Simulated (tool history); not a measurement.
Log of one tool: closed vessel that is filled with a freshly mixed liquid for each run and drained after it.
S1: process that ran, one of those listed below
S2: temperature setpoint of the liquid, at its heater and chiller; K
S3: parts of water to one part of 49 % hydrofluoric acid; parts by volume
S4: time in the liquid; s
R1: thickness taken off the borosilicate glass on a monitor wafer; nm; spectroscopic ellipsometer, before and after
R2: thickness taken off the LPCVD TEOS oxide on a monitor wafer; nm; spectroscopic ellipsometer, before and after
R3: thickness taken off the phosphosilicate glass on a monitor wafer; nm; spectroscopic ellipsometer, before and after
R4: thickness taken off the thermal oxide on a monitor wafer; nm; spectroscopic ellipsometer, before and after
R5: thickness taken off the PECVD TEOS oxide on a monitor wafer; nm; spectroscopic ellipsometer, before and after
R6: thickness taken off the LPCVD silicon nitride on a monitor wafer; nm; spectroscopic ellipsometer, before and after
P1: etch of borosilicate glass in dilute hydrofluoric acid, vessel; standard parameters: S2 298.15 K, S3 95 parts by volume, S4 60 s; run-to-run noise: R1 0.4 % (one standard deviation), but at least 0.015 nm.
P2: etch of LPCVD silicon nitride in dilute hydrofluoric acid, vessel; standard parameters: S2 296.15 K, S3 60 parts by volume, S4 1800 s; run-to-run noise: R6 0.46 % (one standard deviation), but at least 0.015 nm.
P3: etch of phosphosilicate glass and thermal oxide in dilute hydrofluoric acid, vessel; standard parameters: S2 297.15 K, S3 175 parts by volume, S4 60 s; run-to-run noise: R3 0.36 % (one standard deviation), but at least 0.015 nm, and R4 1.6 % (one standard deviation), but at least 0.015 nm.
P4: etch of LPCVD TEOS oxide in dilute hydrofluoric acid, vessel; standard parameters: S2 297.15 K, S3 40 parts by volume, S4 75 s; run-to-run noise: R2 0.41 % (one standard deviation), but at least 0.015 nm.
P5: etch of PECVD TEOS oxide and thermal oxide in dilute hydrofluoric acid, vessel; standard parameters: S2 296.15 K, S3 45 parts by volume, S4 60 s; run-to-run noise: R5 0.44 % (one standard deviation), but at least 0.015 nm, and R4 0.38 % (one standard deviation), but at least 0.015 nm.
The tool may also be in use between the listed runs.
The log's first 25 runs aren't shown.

run	hour	S1	S2	S3	S4	R1	R2	R3	R4	R5	R6
26	207.5	P2	290.65	60	1800						9.4789
27	217.5	P2	296.15	60	1800						13.678
28	224.6	P5	296.15	45	60				6.6031	15.958	
29	230.1	P2	296.15	95	1800						8.7499
30	238.9	P2	296.15	60	185						1.4376
31	248	P1	290.65	45	60	44.013					
32	256.5	P1	298.15	95	60	26.899					
33	266.4	P1	298.15	95	60	26.866					
34	274.3	P1	298.15	95	60	27.619					
35	284.5	P1	298.15	95	60	28.221					
36	292	P1	298.15	95	60	28.58					
37	298.6	P1	298.15	95	60	28.791					

The next listed run, before its measurement:
38	307.9	P1	298.15	95	60	?					

For run 38 the tool returned R1 28.83 nm.
